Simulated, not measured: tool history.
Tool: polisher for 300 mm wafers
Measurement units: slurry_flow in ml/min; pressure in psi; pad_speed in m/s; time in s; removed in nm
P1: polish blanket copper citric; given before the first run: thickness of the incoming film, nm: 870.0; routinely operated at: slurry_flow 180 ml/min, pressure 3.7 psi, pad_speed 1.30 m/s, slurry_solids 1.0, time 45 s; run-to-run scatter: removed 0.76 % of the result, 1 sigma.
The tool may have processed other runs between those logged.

run   hour  slurry_flow  pressure  pad_speed  slurry_solids  time  wafers polished on this pad  hours since the slurry nozzle was cleaned  hours since the head pressure was calibrated  hours since the slurry blender was calibrated  removed
  1    7.1          180       3.7       1.30            1.0    45                          375                                      161.2                                         230.1                                           82.4  168.230
  2   14.6          245       3.7       1.30            1.0    45                          468                                      168.7                                         237.6                                           89.9  172.750
  3   21.7          180       3.7       1.30            1.0    45                          556                                      175.8                                         244.7                                           97.0  163.700
  4   28.0          180       5.6       1.30            1.0    45                          634                                      182.1                                         251.0                                          103.3  249.760
      36.2  -- slurry blender recalibrated
  5   37.5          180       3.7       1.30            1.0    70                          752                                      191.6                                         260.5                                            1.4  257.010
  6   44.1          180       2.5       1.30            1.4    45                          834                                      198.2                                         267.1                                            8.0  121.130
  7   49.0          180       3.7       1.30            0.5    45                          894                                      203.1                                         272.0                                           12.9  142.230
  8   56.6          115       3.7       1.30            1.0    45                          989                                      210.7                                         279.6                                           20.5  152.860
  9   64.2          180       3.7       1.30            1.2    45                         1083                                      218.3                                         287.2                                           28.1  172.950
 10   71.2          180       1.9       1.30            1.0    45                         1169                                      225.3                                         294.2                                           35.1   86.752
 11   76.7          180       3.7       1.30            1.0    45                         1238                                      230.8                                         299.7                                           40.6  162.670
 12   82.7          180       3.7       1.30            1.0    45                         1312                                      236.8                                         305.7                                           46.6  166.910
 13   92.1          180       3.7       1.30            1.0    45                         1428                                      246.2                                         315.1                                           56.0  166.360
 14   99.0          180       3.7       1.30            1.0    26                         1514                                      253.1                                         322.0                                           62.9   95.292
 15  107.8          180       3.7       1.30            1.0    45                         1623                                      261.9                                         330.8                                           71.7  164.240
 16  112.5          180       3.7       0.80            1.0    45                         1681                                      266.6                                         335.5                                           76.4  102.410
 17  120.4          180       3.7       1.92            1.0    45                         1779                                      274.5                                         343.4                                           84.3  241.500
 18  125.4          280       3.7       1.30            1.3    45                         1841                                      279.5                                         348.4                                           89.3  185.310
 19  134.6          180       3.7       1.30            1.0    45                         1955                                      288.7                                         357.6                                           98.5  165.200
 20  143.0          180       3.7       1.30            1.0    45                         2059                                      297.1                                         366.0                                          106.9  158.850

Estimate the outcome of run 21 from the log above:
 21  150.3          180       3.7       1.30            1.0    45                         2149                                      304.4                                         373.3                                          114.2        ?

{"run 21": {"removed": 159.45}}

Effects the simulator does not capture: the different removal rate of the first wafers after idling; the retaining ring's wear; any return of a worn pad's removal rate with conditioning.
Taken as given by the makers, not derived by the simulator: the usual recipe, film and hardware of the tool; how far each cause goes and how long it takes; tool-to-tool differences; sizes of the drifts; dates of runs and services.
